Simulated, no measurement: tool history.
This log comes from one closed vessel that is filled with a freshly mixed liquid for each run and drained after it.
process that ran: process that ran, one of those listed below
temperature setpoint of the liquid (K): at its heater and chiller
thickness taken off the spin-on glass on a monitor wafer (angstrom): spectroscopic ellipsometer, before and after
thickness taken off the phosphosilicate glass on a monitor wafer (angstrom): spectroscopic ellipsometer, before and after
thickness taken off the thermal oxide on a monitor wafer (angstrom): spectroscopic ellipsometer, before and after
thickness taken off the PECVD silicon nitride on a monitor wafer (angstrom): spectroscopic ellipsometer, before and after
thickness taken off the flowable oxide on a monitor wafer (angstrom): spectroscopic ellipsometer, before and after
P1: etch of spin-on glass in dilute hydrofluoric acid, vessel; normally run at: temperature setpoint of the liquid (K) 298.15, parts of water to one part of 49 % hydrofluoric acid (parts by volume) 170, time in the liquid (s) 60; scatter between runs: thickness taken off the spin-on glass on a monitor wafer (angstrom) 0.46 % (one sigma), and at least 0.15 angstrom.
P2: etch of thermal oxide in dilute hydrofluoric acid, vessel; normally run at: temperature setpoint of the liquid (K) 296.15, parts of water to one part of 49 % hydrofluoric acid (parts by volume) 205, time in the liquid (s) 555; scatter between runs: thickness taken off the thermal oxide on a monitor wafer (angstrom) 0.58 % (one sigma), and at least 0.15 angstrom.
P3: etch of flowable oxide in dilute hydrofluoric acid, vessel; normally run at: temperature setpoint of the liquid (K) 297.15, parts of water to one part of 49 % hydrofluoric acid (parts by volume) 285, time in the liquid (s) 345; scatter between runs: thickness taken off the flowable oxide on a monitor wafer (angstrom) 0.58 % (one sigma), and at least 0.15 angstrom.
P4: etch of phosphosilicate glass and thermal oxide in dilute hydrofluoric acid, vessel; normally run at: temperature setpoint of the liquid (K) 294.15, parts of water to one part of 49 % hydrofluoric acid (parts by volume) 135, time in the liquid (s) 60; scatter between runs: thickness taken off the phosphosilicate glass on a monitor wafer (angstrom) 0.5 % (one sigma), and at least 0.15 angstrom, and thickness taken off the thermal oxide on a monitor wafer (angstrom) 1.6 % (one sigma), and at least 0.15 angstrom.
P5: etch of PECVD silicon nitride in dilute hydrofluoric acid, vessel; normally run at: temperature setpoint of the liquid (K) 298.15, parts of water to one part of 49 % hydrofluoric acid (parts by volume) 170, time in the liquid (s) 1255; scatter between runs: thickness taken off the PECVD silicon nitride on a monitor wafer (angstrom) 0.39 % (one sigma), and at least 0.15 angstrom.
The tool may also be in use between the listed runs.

run	day	process that ran	temperature setpoint of the liquid (K)	parts of water to one part of 49 % hydrofluoric acid (parts by volume)	time in the liquid (s)	hours since the thermometer was replaced	hours since the hydrofluoric acid flow meter was replaced	thickness taken off the spin-on glass on a monitor wafer (angstrom)	thickness taken off the phosphosilicate glass on a monitor wafer (angstrom)	thickness taken off the thermal oxide on a monitor wafer (angstrom)	thickness taken off the PECVD silicon nitride on a monitor wafer (angstrom)	thickness taken off the flowable oxide on a monitor wafer (angstrom)
1	0.762	P1	298.15	170	60	149.2	1939.0	111.490				
2	1.142	P4	290.15	135	60	158.3	1948.1		651.92	14.588		
3	1.558	P5	298.15	170	1255	168.3	1958.1				138.9900	
4	2.054	P1	298.15	170	60	180.2	1970.0	110.380				
5	2.596	P2	291.15	205	555	193.2	1983.0			91.857		
6	3.096	P3	290.15	285	345	205.2	1995.0					244.75
7	3.488	P5	290.65	170	1255	214.6	2004.4				84.5510	
8	3.979	P5	298.15	90	1255	226.4	2016.2				261.4400	
9	4.700	P2	296.15	205	555	243.7	2033.5			110.300		
10	5.304	P5	298.15	170	1255	258.2	2048.0				138.8200	
11	5.938	P1	290.65	170	30	273.4	2063.2	41.665				
12	6.521	P2	296.15	205	140	287.4	2077.2			28.179		
13	7.025	P1	298.15	265	60	299.5	2089.3	64.918				
14	7.642	P1	298.15	170	60	314.3	2104.1	111.560				
15	8.296	P2	296.15	85	555	330.0	2119.8			306.570		
16	8.946	P1	298.15	170	60	345.6	2135.4	111.350				
17	9.329	P3	297.15	285	345	354.8	2144.6					317.07
18	10.096	P4	294.15	70	60	373.2	2163.0		1577.60	35.155		
19	10.825	P2	296.15	205	555	390.7	2180.5			110.860		
# day 11.325: thermometer replaced
20	11.350	P1	298.15	170	100	0.7	2193.1	186.560				
21	12.071	P1	298.15	170	60	18.0	2210.4	111.140				
22	12.812	P3	297.15	285	680	35.8	2228.2					626.18
23	13.233	P1	298.15	170	30	45.9	2238.3	55.499				
24	13.683	P1	292.15	170	60	56.7	2249.1	88.244				
25	14.471	P4	294.15	135	60	75.6	2268.0		759.39	17.249		
26	15.058	P3	297.15	410	345	89.7	2282.1					195.98
27	15.538	P3	297.15	285	345	101.2	2293.6					318.39
28	15.958	P5	298.15	170	30	111.3	2303.7				3.2407	
29	16.396	P1	298.15	170	60	121.8	2314.2	111.020				
30	17.150	P4	294.15	135	90	139.9	2332.3		1146.30	25.486		
31	17.646	P1	298.15	35	60	151.8	2344.2	640.310				
32	18.358	P1	304.15	170	60	168.9	2361.3	136.800				
33	18.712	P1	298.15	170	60	177.4	2369.8	110.600				
34	19.317	P1	298.15	170	60	191.9	2384.3	108.920				
35	19.867	P1	298.15	170	60	205.1	2397.5	106.710				
36	20.421	P1	298.15	170	60	218.4	2410.8	107.400				
37	21.021	P1	298.15	170	60	232.8	2425.2	107.090				
38	21.450	P1	298.15	170	60	243.1	2435.5	106.040				
39	22.050	P1	298.15	170	60	257.5	2449.9	104.670				
40	22.521	P1	298.15	170	60	268.8	2461.2	105.940				
41	22.971	P1	298.15	170	60	279.6	2472.0	104.320				
42	23.621	P1	298.15	170	60	295.2	2487.6	105.180				
43	24.088	P1	298.15	170	60	306.4	2498.8	104.600				
44	24.675	P1	298.15	170	60	320.5	2512.9	104.960				

Compared with where it was, what P1 gives has crept away. Each cause listed below fits the log as well as the rest, at the size given for it:
A: liquid colder than its thermometer reads (K) = 1.52
B: hydrofluoric acid flow below the setpoint (%) = 4.66
The creep began at about day 18.712.

4 check runs are offered, one wafer each, their results left as question marks. Which one tells the causes apart?
check 1	25.262	P3	297.15	285	345							?
check 2	25.262	P2	296.15	205	555					?		
check 3	25.262	P4	294.15	135	60				?	?		
check 4	25.262	P5	298.15	170	1255						?	

Predicted outcomes, by check and by cause:
check	result	if A	if B
check 1	thickness taken off the flowable oxide on a monitor wafer (angstrom)	300.23	297.96
check 2	thickness taken off the thermal oxide on a monitor wafer (angstrom)	104.710	104.600
check 3	thickness taken off the phosphosilicate glass on a monitor wafer (angstrom)	718.21	722.56
check 3	thickness taken off the thermal oxide on a monitor wafer (angstrom)	16.236	16.334
check 4	thickness taken off the PECVD silicon nitride on a monitor wafer (angstrom)	126.2200	132.6400
Smallest distance between any two causes, each pair judged by its most separating result, in per cent: check 1 0.76 %; check 2 0.1 %; check 3 0.6 %; check 4 4.96 %
The causes can be told apart only by check 4. The other checks would give nearly the same results under each of them.

Check 4 was carried out, with these results: thickness taken off the PECVD silicon nitride on a monitor wafer (angstrom) 133.3500. Which of the listed causes is responsible?

The correct cause is B, namely: hydrofluoric acid flow below the setpoint (%).

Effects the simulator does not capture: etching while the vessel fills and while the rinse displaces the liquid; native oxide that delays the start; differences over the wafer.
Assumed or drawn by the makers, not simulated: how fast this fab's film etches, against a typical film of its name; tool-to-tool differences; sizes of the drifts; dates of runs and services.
